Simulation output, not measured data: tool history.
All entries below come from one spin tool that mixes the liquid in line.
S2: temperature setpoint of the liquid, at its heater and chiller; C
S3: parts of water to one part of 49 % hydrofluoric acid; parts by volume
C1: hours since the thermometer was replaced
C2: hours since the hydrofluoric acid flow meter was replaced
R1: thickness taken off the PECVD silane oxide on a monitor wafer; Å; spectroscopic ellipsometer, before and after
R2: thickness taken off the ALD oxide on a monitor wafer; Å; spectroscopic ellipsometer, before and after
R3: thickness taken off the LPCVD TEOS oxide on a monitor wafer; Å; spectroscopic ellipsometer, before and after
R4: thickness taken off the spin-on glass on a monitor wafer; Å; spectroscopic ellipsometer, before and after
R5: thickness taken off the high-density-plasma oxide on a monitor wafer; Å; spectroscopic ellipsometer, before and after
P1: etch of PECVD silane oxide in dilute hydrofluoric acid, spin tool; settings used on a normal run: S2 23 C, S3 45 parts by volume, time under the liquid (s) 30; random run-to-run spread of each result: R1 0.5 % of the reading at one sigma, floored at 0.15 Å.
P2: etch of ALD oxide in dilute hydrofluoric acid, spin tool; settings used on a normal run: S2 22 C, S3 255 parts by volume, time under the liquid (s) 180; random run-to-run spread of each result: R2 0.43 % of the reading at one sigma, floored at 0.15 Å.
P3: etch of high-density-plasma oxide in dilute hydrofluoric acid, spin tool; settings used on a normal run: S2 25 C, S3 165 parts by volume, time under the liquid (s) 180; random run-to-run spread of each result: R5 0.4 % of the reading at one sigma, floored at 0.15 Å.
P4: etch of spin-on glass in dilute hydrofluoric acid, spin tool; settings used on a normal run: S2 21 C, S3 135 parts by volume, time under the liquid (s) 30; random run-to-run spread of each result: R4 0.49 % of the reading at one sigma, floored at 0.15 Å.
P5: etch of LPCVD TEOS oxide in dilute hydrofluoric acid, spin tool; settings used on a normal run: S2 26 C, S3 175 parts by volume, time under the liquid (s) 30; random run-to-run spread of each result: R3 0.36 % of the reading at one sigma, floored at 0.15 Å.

Run 1, hour 10.7: process that ran P1, S2 23 C, S3 45 parts by volume, time under the liquid (s) 30; C1 1840.2; C2 198.4. Result: R1 247.48 Å.
Run 2, hour 21.8: process that ran P1, S2 23 C, S3 65 parts by volume, time under the liquid (s) 30; C1 1851.3; C2 209.5. Result: R1 167.51 Å.
Run 3, hour 30.6: process that ran P2, S2 17 C, S3 255 parts by volume, time under the liquid (s) 180; C1 1860.1; C2 218.3. Result: R2 53.834 Å.
Run 4, hour 41.3: process that ran P5, S2 26 C, S3 50 parts by volume, time under the liquid (s) 30; C1 1870.8; C2 229. Result: R3 309.41 Å.
Run 5, hour 52.8: process that ran P1, S2 23 C, S3 45 parts by volume, time under the liquid (s) 30; C1 1882.3; C2 240.5. Result: R1 248.83 Å.
Run 6, hour 64.2: process that ran P2, S2 22 C, S3 470 parts by volume, time under the liquid (s) 180; C1 1893.7; C2 251.9. Result: R2 29.23 Å.
Run 7, hour 74: process that ran P1, S2 23 C, S3 45 parts by volume, time under the liquid (s) 30; C1 1903.5; C2 261.7. Result: R1 248.69 Å.
Run 8, hour 87.3: process that ran P4, S2 21 C, S3 135 parts by volume, time under the liquid (s) 50; C1 1916.8; C2 275. Result: R4 121.23 Å.
Run 9, hour 101.8: process that ran P5, S2 26 C, S3 175 parts by volume, time under the liquid (s) 15; C1 1931.3; C2 289.5. Result: R3 37.803 Å.
Run 10, hour 109.3: process that ran P4, S2 17 C, S3 135 parts by volume, time under the liquid (s) 30; C1 1938.8; C2 297. Result: R4 61.686 Å.
Run 11, hour 117.9: process that ran P1, S2 23 C, S3 20 parts by volume, time under the liquid (s) 30; C1 1947.4; C2 305.6. Result: R1 576.12 Å.
Run 12, hour 128.4: process that ran P3, S2 25 C, S3 270 parts by volume, time under the liquid (s) 180; C1 1957.9; C2 316.1. Result: R5 28.676 Å.
Run 13, hour 139.6: process that ran P1, S2 27 C, S3 45 parts by volume, time under the liquid (s) 30; C1 1969.1; C2 327.3. Result: R1 290.46 Å.
Run 14, hour 147.8: process that ran P4, S2 21 C, S3 135 parts by volume, time under the liquid (s) 30; C1 1977.3; C2 335.5. Result: R4 73.046 Å.
Run 15, hour 161.1: process that ran P3, S2 25 C, S3 165 parts by volume, time under the liquid (s) 180; C1 1990.6; C2 348.8. Result: R5 53.197 Å.
Run 16, hour 173.7: process that ran P2, S2 22 C, S3 255 parts by volume, time under the liquid (s) 180; C1 2003.2; C2 361.4. Result: R2 64.826 Å.
Run 17, hour 181: process that ran P1, S2 17 C, S3 70 parts by volume, time under the liquid (s) 30; C1 2010.5; C2 368.7. Result: R1 120.01 Å.
Run 18, hour 189.4: process that ran P5, S2 26 C, S3 175 parts by volume, time under the liquid (s) 30; C1 2018.9; C2 377.1. Result: R3 75.403 Å.
Run 19, hour 199: process that ran P1, S2 23 C, S3 45 parts by volume, time under the liquid (s) 55; C1 2028.5; C2 386.7. Result: R1 459.4 Å.
Run 20, hour 211.7: process that ran P1, S2 23 C, S3 45 parts by volume, time under the liquid (s) 30; C1 2041.2; C2 399.4. Result: R1 248.53 Å.
Run 21, hour 223.9: process that ran P1, S2 23 C, S3 45 parts by volume, time under the liquid (s) 30; C1 2053.4; C2 411.6. Result: R1 250.57 Å.
Run 22, hour 237.4: process that ran P1, S2 23 C, S3 45 parts by volume, time under the liquid (s) 15; C1 2066.9; C2 425.1. Result: R1 124.11 Å.
Run 23, hour 246.9: process that ran P1, S2 23 C, S3 45 parts by volume, time under the liquid (s) 30; C1 2076.4; C2 434.6. Result: R1 248.96 Å.
Run 24, hour 256.9: process that ran P3, S2 17 C, S3 165 parts by volume, time under the liquid (s) 180; C1 2086.4; C2 444.6. Result: R5 39.107 Å.
Run 25, hour 270.7: process that ran P5, S2 30.5 C, S3 175 parts by volume, time under the liquid (s) 30; C1 2100.2; C2 458.4. Result: R3 88.583 Å.
Run 26, hour 284.2: process that ran P3, S2 25 C, S3 165 parts by volume, time under the liquid (s) 20; C1 2113.7; C2 471.9. Result: R5 5.8193 Å.
Run 27, hour 298.7: process that ran P1, S2 17 C, S3 20 parts by volume, time under the liquid (s) 30; C1 2128.2; C2 486.4. Result: R1 443.32 Å.
Run 28, hour 308.7: process that ran P3, S2 25 C, S3 165 parts by volume, time under the liquid (s) 180; C1 2138.2; C2 496.4. Result: R5 52.954 Å.
Run 29, hour 317.7: process that ran P1, S2 17 C, S3 45 parts by volume, time under the liquid (s) 55; C1 2147.2; C2 505.4. Result: R1 350.64 Å.
Run 30, hour 331: process that ran P1, S2 23 C, S3 45 parts by volume, time under the liquid (s) 30; C1 2160.5; C2 518.7. Result: R1 248.88 Å.
Run 31, hour 339.8: process that ran P4, S2 21 C, S3 65 parts by volume, time under the liquid (s) 30; C1 2169.3; C2 527.5. Result: R4 164.18 Å.
Run 32, hour 354: process that ran P2, S2 22 C, S3 255 parts by volume, time under the liquid (s) 320; C1 2183.5; C2 541.7. Result: R2 115.54 Å.
Run 33, hour 365.5: process that ran P1, S2 17 C, S3 45 parts by volume, time under the liquid (s) 30; C1 2195; C2 553.2. Result: R1 191.11 Å.

Run 34, settings as shown, results not yet in. Your forecast:
Run 34, hour 380: process that ran P1, S2 23 C, S3 45 parts by volume, time under the liquid (s) 30; C1 2209.5; C2 567.7. Result: R1 ?.

{"run 34": {"R1": 249.39}}
